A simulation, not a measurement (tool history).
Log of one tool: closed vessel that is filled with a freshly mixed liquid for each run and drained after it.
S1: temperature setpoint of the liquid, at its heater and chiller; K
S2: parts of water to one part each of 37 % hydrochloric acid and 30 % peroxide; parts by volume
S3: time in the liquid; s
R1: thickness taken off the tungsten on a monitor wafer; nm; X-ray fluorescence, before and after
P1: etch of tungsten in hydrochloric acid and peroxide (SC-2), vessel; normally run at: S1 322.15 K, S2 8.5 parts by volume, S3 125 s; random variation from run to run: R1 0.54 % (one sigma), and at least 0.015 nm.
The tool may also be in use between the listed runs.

run 1 day=0.233 | S1=322.15 S2=8.5 S3=125 | R1=27.8290
run 2 day=0.529 | S1=322.15 S2=4.0 S3=125 | R1=48.9330
run 3 day=0.842 | S1=322.15 S2=8.5 S3=125 | R1=28.1430
run 4 day=1.221 | S1=322.15 S2=8.5 S3=125 | R1=27.9400
run 5 day=1.496 | S1=334.15 S2=4.0 S3=125 | R1=106.2700
run 6 day=1.850 | S1=322.15 S2=8.5 S3=125 | R1=27.9260
run 7 day=2.092 | S1=322.15 S2=8.5 S3=125 | R1=27.9860
run 8 day=2.458 | S1=322.15 S2=8.5 S3=205 | R1=45.8960
run 9 day=2.833 | S1=308.15 S2=8.5 S3=125 | R1=10.4440
run 10 day=3.150 | S1=322.15 S2=8.5 S3=125 | R1=27.9590
run 11 day=3.504 | S1=322.15 S2=15.0 S3=125 | R1=17.2260
-- day=3.783 chemicals flow meter replaced
run 12 day=3.817 | S1=339.15 S2=8.5 S3=125 | R1=83.1050
run 13 day=4.033 | S1=322.15 S2=8.5 S3=30 | R1=6.6509
run 14 day=4.275 | S1=322.15 S2=8.5 S3=125 | R1=28.3780
run 15 day=4.658 | S1=322.15 S2=8.5 S3=125 | R1=27.2630
run 16 day=4.925 | S1=322.15 S2=8.5 S3=125 | R1=26.9930
run 17 day=5.296 | S1=322.15 S2=8.5 S3=125 | R1=26.2760
run 18 day=5.467 | S1=322.15 S2=8.5 S3=125 | R1=26.0930
run 19 day=5.846 | S1=322.15 S2=8.5 S3=125 | R1=26.2650
-- day=6.038 new drum of peroxide connected
run 20 day=6.088 | S1=322.15 S2=8.5 S3=125 | R1=26.1560
run 21 day=6.458 | S1=322.15 S2=8.5 S3=125 | R1=25.8570
run 22 day=6.696 | S1=322.15 S2=8.5 S3=125 | R1=25.8810
run 23 day=7.000 | S1=322.15 S2=8.5 S3=125 | R1=25.8680
run 24 day=7.396 | S1=322.15 S2=8.5 S3=125 | R1=25.8000

What P1 gives has crept away from where it was. These 2 causes fit the log equally well, each at the size given:
A: liquid colder than its thermometer reads (K) = 1.24
B: chemicals flow below the setpoint (%) = 9.7
The creep began at about day 4.275.
Why every other cause is out:
peroxide weaker than its label (%): serviced at day 6.038, which brought nothing back

4 check runs are offered, each on 5 wafers whose results are averaged, their results left as question marks. Which one tells the causes apart?
run check 1 day=7.792 | S1=333.15 S2=8.5 S3=75 | R1=?
run check 2 day=7.792 | S1=334.65 S2=5.0 S3=125 | R1=?
run check 3 day=7.792 | S1=311.15 S2=4.0 S3=125 | R1=?
run check 4 day=7.792 | S1=322.15 S2=12.5 S3=125 | R1=?

What each check would give under each cause:
check=check_1 result=R1 if_A=31.7610 if_B=31.5930
check=check_2 result=R1 if_A=87.2610 if_B=87.5640
check=check_3 result=R1 if_A=20.8950 if_B=21.3240
check=check_4 result=R1 if_A=18.6760 if_B=18.5810
How far apart the two closest causes lie, in the result that separates them most: check 1 0.53 %; check 2 0.35 %; check 3 2.03 %; check 4 0.51 %
Check 3 tells the causes apart: in the others they would give nearly the same result.

Then check 3 was run and gave: R1 20.8440 nm. Which cause is it?

It is A: liquid colder than its thermometer reads (K).
